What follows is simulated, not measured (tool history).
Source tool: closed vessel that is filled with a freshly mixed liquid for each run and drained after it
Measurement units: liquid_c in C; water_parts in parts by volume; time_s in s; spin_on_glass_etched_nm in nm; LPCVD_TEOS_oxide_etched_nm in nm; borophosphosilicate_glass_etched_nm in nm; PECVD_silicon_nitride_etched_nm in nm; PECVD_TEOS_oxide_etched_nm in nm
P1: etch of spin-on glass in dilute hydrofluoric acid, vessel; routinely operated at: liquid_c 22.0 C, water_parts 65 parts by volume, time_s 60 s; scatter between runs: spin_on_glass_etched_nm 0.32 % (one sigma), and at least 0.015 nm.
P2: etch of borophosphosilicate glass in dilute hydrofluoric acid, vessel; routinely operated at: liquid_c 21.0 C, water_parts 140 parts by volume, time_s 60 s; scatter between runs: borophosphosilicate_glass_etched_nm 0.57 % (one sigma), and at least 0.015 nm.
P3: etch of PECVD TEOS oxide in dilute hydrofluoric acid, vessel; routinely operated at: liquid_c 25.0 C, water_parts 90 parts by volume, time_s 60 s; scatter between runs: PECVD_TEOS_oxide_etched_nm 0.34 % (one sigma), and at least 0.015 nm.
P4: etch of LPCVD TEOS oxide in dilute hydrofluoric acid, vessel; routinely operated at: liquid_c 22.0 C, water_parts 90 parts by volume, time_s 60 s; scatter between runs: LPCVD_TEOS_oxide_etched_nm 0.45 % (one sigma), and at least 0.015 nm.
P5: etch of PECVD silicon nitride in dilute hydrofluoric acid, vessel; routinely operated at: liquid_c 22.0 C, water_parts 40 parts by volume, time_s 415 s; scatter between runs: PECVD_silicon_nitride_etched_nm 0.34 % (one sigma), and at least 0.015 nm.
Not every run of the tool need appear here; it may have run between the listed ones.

run   hour  process  liquid_c  water_parts  time_s  spin_on_glass_etched_nm  LPCVD_TEOS_oxide_etched_nm  borophosphosilicate_glass_etched_nm  PECVD_silicon_nitride_etched_nm  PECVD_TEOS_oxide_etched_nm
  1    5.1       P1      22.0           65      60                   25.942
  2    9.0       P4      22.0          150      60                                               19.471
  3   14.8       P4      22.0           90      60                                               34.834
  4   18.7       P2      21.0          140      60                                                                                    24.186
  5   23.3       P5      22.0           20     415                                                                                                                     76.971
  6   27.8       P5      30.0           40     415                                                                                                                     67.417
  7   31.2       P1      22.0           65     115                   49.449
  8   36.3       P1      22.0          110      60                   14.405
  9   40.1       P4      17.0           90      60                                               28.022
 10   43.6       P2      21.0          140      90                                                                                    35.962
 11   46.7       P1      22.0           35      60                   50.029
 12   51.8       P1      22.0           65      60                   25.798
 13   56.9       P1      22.0           65      60                   25.792
 14   60.9       P1      26.0           65      35                   17.647
 15   64.9       P2      26.5          140      60                                                                                    29.713
      69.7  -- thermometer replaced
 16   70.7       P5      22.0           40     415                                                                                                                     39.549
 17   74.4       P1      26.5           65      60                   31.025
 18   78.7       P4      22.0           90     110                                               63.578
 19   83.1       P1      22.0           65      60                   25.625
 20   88.5       P5      22.0           40     795                                                                                                                     75.507
 21   92.9       P2      21.0           40      60                                                                                    94.872
 22   98.6       P1      22.0           65      60                   25.806
 23  103.8       P3      25.0           45      60                                                                                                                                                15.5140
 24  109.0       P1      17.0           65      60                   20.914
 25  115.0       P1      26.5           65     115                   59.508
 26  120.3       P1      22.0           65      30                   12.889
 27  123.5       P3      25.0           90      30                                                                                                                                                 3.6941
 28  127.7       P3      25.0           90      60                                                                                                                                                 7.3173
 29  132.7       P3      18.0           90      60                                                                                                                                                 5.4804
 30  136.3       P4      22.0           90      60                                               34.449
 31  140.2       P1      22.0           65      60                   25.763
 32  145.9       P5      22.0           40     415                                                                                                                     39.636
 33  151.7       P1      22.0           65      60                   25.860
 34  156.9       P1      22.0           65      60                   26.953
 35  160.5       P1      22.0           65      60                   27.245
 36  164.6       P1      22.0           65      60                   27.403
 37  167.9       P1      22.0           65      60                   27.748
 38  170.8       P1      22.0           65      60                   27.931
 39  173.5       P1      22.0           65      60                   27.794
 40  176.2       P1      22.0           65      60                   27.955
 41  179.8       P1      22.0           65      60                   28.057
 42  185.5       P1      22.0           65      60                   28.201
 43  188.9       P1      22.0           65      60                   28.232
 44  191.8       P1      22.0           65      60                   28.155

What P1 gives has crept away from where it was. These 2 causes fit the log equally well, each at the size given:
A: liquid hotter than its thermometer reads (K) = 2.17
B: hydrofluoric acid flow above the setpoint (%) = 8.6
The drift started at roughly hour 151.7.

Below are 4 check runs, each on a single wafer, with their results shown as question marks. Which of them would tell the listed causes apart, meaning the causes would give clearly different results under it?
check 1  194.7       P4      22.0          135     100                                                    ?
check 2  194.7       P2      21.0           75      60                                                                                         ?
check 3  194.7       P5      27.5           40     770                                                                                                                          ?
check 4  194.7       P3      18.0           90      30                                                                                                                                                      ?

What each check would give under each cause:
  check                               result     if A     if B
check 1           LPCVD_TEOS_oxide_etched_nm   39.720   40.115
check 2  borophosphosilicate_glass_etched_nm   53.207   53.238
check 3      PECVD_silicon_nitride_etched_nm  122.510  115.200
check 4           PECVD_TEOS_oxide_etched_nm   3.0166   3.0162
Smallest distance between any two causes, each pair judged by its most separating result, in per cent: check 1 0.99 %; check 2 0.06 %; check 3 6.15 %; check 4 0.01 %
Check 3 distinguishes between the causes, while the remaining checks would return nearly the same result for all of them.

Check 3 has now been run. It gave: PECVD_silicon_nitride_etched_nm 122.080 nm. Which of the candidate causes is it?

The cause is A: liquid hotter than its thermometer reads (K).

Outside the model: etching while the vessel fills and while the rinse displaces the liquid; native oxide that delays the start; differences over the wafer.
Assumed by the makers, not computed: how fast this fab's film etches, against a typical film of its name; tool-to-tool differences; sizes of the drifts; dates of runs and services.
